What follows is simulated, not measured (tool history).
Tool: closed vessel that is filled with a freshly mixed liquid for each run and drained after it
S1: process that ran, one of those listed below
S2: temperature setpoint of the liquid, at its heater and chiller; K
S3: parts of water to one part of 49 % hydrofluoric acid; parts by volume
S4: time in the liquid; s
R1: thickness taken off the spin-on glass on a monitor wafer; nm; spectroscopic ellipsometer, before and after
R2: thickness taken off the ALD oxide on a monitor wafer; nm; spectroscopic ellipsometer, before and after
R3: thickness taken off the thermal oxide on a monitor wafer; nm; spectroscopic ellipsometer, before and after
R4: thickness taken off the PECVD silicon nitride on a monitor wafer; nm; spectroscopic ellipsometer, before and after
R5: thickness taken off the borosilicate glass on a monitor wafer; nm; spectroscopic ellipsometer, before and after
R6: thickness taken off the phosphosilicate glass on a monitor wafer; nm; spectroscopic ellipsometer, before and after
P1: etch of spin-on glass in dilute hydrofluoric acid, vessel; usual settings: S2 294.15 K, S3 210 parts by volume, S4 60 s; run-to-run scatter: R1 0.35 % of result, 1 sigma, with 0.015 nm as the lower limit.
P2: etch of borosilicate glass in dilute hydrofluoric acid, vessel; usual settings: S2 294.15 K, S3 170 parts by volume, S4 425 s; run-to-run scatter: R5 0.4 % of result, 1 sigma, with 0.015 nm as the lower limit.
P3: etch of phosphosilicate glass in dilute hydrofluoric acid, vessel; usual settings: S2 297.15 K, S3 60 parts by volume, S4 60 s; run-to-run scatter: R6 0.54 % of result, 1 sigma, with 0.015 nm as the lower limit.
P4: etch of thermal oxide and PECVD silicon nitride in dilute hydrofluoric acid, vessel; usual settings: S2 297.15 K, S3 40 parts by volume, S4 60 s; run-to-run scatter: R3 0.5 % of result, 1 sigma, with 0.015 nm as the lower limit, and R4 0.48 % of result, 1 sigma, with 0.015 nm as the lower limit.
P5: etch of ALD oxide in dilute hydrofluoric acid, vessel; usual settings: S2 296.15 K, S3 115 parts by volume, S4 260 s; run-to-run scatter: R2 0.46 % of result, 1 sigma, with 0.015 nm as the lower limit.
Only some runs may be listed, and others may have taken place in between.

| run | hour | S1 | S2 | S3 | S4 | R1 | R2 | R3 | R4 | R5 | R6 |
|---|---|---|---|---|---|---|---|---|---|---|---|
| 1 | 5.7 | P1 | 294.15 | 210 | 60 | 15.332 |  |  |  |  |  |
| 2 | 10 | P5 | 296.15 | 115 | 260 |  | 38.98 |  |  |  |  |
| 3 | 13.5 | P1 | 294.15 | 210 | 30 | 7.682 |  |  |  |  |  |
| 4 | 16.5 | P4 | 297.15 | 40 | 105 |  |  | 13.802 | 14.359 |  |  |
| 5 | 19.8 | P2 | 294.15 | 170 | 125 |  |  |  |  | 13.484 |  |
| 6 | 23.6 | P2 | 300.65 | 170 | 425 |  |  |  |  | 58.573 |  |
| 7 | 29.8 | P1 | 294.15 | 210 | 60 | 15.41 |  |  |  |  |  |
| 8 | 32.6 | P1 | 294.15 | 210 | 60 | 15.442 |  |  |  |  |  |
| 9 | 37.6 | P1 | 294.15 | 210 | 60 | 15.463 |  |  |  |  |  |
| 10 | 41 | P1 | 300.15 | 315 | 60 | 11.498 |  |  |  |  |  |
| 11 | 44.3 | P4 | 290.65 | 40 | 60 |  |  | 5.9713 | 5.1702 |  |  |
| 12 | 49.3 | P5 | 296.15 | 115 | 435 |  | 65.588 |  |  |  |  |
| 13 | 53.1 | P2 | 294.15 | 170 | 425 |  |  |  |  | 45.526 |  |
| 14 | 57.3 | P5 | 290.15 | 115 | 260 |  | 30.695 |  |  |  |  |
| 15 | 62.1 | P3 | 297.15 | 60 | 30 |  |  |  |  |  | 31.84 |
| 16 | 66.6 | P1 | 294.15 | 290 | 85 | 14.668 |  |  |  |  |  |
| 17 | 69.3 | P2 | 294.15 | 235 | 425 |  |  |  |  | 31.122 |  |
| 18 | 74.5 | P4 | 297.15 | 60 | 60 |  |  | 5.1088 | 5.4833 |  |  |
| 19 | 79.1 | P1 | 298.65 | 210 | 60 | 18.294 |  |  |  |  |  |
| 20 | 85.1 | P5 | 296.15 | 115 | 260 |  | 39.541 |  |  |  |  |
|  | 86.6 | hydrofluoric acid flow meter replaced |
| 21 | 88.6 | P3 | 297.15 | 60 | 60 |  |  |  |  |  | 63.419 |
| 22 | 92.4 | P1 | 294.15 | 210 | 60 | 15.384 |  |  |  |  |  |
| 23 | 95.3 | P1 | 294.15 | 210 | 60 | 15.487 |  |  |  |  |  |
| 24 | 98.5 | P1 | 290.15 | 210 | 60 | 13.273 |  |  |  |  |  |
| 25 | 101.9 | P1 | 294.15 | 75 | 60 | 49.998 |  |  |  |  |  |
| 26 | 106.5 | P1 | 294.15 | 210 | 60 | 15.415 |  |  |  |  |  |
| 27 | 110.6 | P1 | 294.15 | 345 | 60 | 8.3417 |  |  |  |  |  |
| 28 | 114.1 | P3 | 297.15 | 25 | 60 |  |  |  |  |  | 160.69 |
| 29 | 117.8 | P5 | 296.15 | 195 | 260 |  | 21.353 |  |  |  |  |
|  | 118.7 | thermometer replaced |
| 30 | 121.8 | P1 | 294.15 | 210 | 85 | 21.908 |  |  |  |  |  |
| 31 | 127.4 | P4 | 297.15 | 40 | 60 |  |  | 7.8253 | 8.2001 |  |  |
| 32 | 130.5 | P3 | 304.15 | 60 | 60 |  |  |  |  |  | 83.903 |
| 33 | 133.8 | P1 | 294.15 | 210 | 60 | 15.327 |  |  |  |  |  |
| 34 | 138.8 | P1 | 294.15 | 210 | 60 | 14.937 |  |  |  |  |  |
| 35 | 141.9 | P1 | 294.15 | 210 | 60 | 14.781 |  |  |  |  |  |
| 36 | 146.6 | P1 | 294.15 | 210 | 60 | 14.534 |  |  |  |  |  |
| 37 | 152.7 | P1 | 294.15 | 210 | 60 | 14.491 |  |  |  |  |  |
| 38 | 155.6 | P1 | 294.15 | 210 | 60 | 14.428 |  |  |  |  |  |
| 39 | 158.7 | P1 | 294.15 | 210 | 60 | 14.414 |  |  |  |  |  |
| 40 | 163.4 | P1 | 294.15 | 210 | 60 | 14.376 |  |  |  |  |  |
| 41 | 169.3 | P1 | 294.15 | 210 | 60 | 14.189 |  |  |  |  |  |
| 42 | 172.4 | P1 | 294.15 | 210 | 60 | 14.253 |  |  |  |  |  |
| 43 | 178.2 | P1 | 294.15 | 210 | 60 | 14.23 |  |  |  |  |  |

P1 no longer gives what it gave before; its output has crept away from where it was. The following 2 causes, each at its listed size, fit the log equally well:
A: liquid colder than its thermometer reads (K) = 2.09
B: hydrofluoric acid flow below the setpoint (%) = 6.38
At approximately hour 133.8, the process output began to creep.

Below are 4 check runs, each on a single wafer, with their results shown as question marks. Which of them would tell the listed causes apart, meaning the causes would give clearly different results under it?
| check 1 | 184 | P5 | 296.15 | 185 | 260 |  | ? |  |  |  |  |
| check 2 | 184 | P2 | 294.15 | 235 | 425 |  |  |  |  | ? |  |
| check 3 | 184 | P4 | 293.65 | 40 | 60 |  |  | ? | ? |  |  |
| check 4 | 184 | P3 | 300.15 | 60 | 30 |  |  |  |  |  | ? |

What every check run would give for each of its results, assuming each possible cause in turn:
| check | result | if A | if B |
|---|---|---|---|
| check 1 | R2 | 20.866 | 20.875 |
| check 2 | R5 | 28.717 | 28.655 |
| check 3 | R3 | 6.2021 | 6.33 |
| check 3 | R4 | 5.5525 | 6.0293 |
| check 4 | R6 | 33.058 | 33.468 |
Gap, in per cent, between the two causes that each check separates least, read from the result that separates them most: check 1 0.04 %; check 2 0.22 %; check 3 8.24 %; check 4 1.23 %
Only in check 3 would the causes give clearly different results; in the remaining checks their results would be nearly the same.

After running check 3, the following was obtained: R3 6.3028 nm; R4 6.0682 nm. Which cause does this point to?

It was cause B: hydrofluoric acid flow below the setpoint (%).
